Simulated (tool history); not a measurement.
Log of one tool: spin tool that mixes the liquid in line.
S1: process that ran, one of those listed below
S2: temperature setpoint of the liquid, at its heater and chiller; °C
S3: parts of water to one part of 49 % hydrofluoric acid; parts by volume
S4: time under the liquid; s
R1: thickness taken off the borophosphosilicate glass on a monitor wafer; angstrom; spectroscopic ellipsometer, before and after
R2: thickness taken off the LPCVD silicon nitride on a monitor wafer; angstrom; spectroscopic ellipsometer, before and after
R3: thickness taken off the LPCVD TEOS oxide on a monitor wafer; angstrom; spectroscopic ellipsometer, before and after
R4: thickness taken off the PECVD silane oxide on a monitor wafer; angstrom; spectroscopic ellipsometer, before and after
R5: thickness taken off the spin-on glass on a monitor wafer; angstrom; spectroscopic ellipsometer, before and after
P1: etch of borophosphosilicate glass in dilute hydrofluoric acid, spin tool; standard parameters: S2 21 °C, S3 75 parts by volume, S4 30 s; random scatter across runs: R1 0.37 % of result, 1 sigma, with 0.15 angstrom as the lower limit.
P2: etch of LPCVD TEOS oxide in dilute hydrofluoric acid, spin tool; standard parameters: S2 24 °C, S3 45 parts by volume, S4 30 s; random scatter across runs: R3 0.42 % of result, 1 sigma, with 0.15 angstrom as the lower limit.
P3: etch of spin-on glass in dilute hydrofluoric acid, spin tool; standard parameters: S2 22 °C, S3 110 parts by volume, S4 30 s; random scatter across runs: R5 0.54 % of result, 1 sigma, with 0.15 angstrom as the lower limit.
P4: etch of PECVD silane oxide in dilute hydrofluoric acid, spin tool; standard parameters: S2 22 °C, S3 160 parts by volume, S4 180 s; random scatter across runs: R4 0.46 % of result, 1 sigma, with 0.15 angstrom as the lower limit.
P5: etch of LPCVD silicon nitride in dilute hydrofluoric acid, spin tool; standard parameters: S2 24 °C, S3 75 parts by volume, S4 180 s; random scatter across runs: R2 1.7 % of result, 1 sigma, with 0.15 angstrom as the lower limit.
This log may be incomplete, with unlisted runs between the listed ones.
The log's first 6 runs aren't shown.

{"run": 7, "day": 1.888, "S1": "P1", "S2": 21, "S3": 75, "S4": 30, "R1": 206.61}
{"run": 8, "day": 2.088, "S1": "P1", "S2": 21, "S3": 75, "S4": 50, "R1": 342.68}
{"run": 9, "day": 2.333, "S1": "P3", "S2": 22, "S3": 110, "S4": 15, "R5": 39.16}
{"run": 10, "day": 2.692, "S1": "P1", "S2": 21, "S3": 75, "S4": 30, "R1": 206.76}
{"run": 11, "day": 2.983, "S1": "P5", "S2": 19.5, "S3": 75, "S4": 180, "R2": 8.7972}
{"run": 12, "day": 3.154, "S1": "P2", "S2": 24, "S3": 45, "S4": 30, "R3": 281.21}
{"run": 13, "day": 3.458, "S1": "P1", "S2": 21, "S3": 30, "S4": 30, "R1": 547.55}
{"run": 14, "day": 3.767, "S1": "P5", "S2": 24, "S3": 75, "S4": 180, "R2": 11.908}
{"day": 3.962, "done": "hydrofluoric acid flow meter replaced"}
{"run": 15, "day": 4.012, "S1": "P4", "S2": 22, "S3": 160, "S4": 180, "R4": 145.13}
{"run": 16, "day": 4.233, "S1": "P3", "S2": 22, "S3": 20, "S4": 30, "R5": 486.86}
{"run": 17, "day": 4.458, "S1": "P1", "S2": 21, "S3": 75, "S4": 30, "R1": 206.83}
{"run": 18, "day": 4.646, "S1": "P1", "S2": 27.5, "S3": 30, "S4": 30, "R1": 710.98}
{"run": 19, "day": 4.988, "S1": "P1", "S2": 27, "S3": 75, "S4": 30, "R1": 263.69}
{"run": 20, "day": 5.171, "S1": "P2", "S2": 32.5, "S3": 45, "S4": 30, "R3": 395.12}
{"run": 21, "day": 5.338, "S1": "P1", "S2": 21, "S3": 75, "S4": 30, "R1": 206.71}
{"run": 22, "day": 5.692, "S1": "P1", "S2": 21, "S3": 75, "S4": 30, "R1": 206.55}
{"run": 23, "day": 6.004, "S1": "P3", "S2": 22, "S3": 110, "S4": 30, "R5": 78.823}
{"run": 24, "day": 6.221, "S1": "P4", "S2": 22, "S3": 160, "S4": 365, "R4": 295.04}
{"run": 25, "day": 6.583, "S1": "P4", "S2": 17, "S3": 160, "S4": 180, "R4": 119.22}
{"run": 26, "day": 6.779, "S1": "P1", "S2": 21, "S3": 75, "S4": 30, "R1": 206.7}
{"run": 27, "day": 7.138, "S1": "P5", "S2": 24, "S3": 75, "S4": 180, "R2": 11.263}
{"run": 28, "day": 7.471, "S1": "P1", "S2": 17, "S3": 75, "S4": 30, "R1": 175.74}
{"run": 29, "day": 7.733, "S1": "P3", "S2": 26, "S3": 110, "S4": 30, "R5": 91.252}

Run 30 is up next; what results do you expect?
{"run": 30, "day": 7.962, "S1": "P2", "S2": 24, "S3": 45, "S4": 55, "R3": "?"}

R3: 516.01 angstrom

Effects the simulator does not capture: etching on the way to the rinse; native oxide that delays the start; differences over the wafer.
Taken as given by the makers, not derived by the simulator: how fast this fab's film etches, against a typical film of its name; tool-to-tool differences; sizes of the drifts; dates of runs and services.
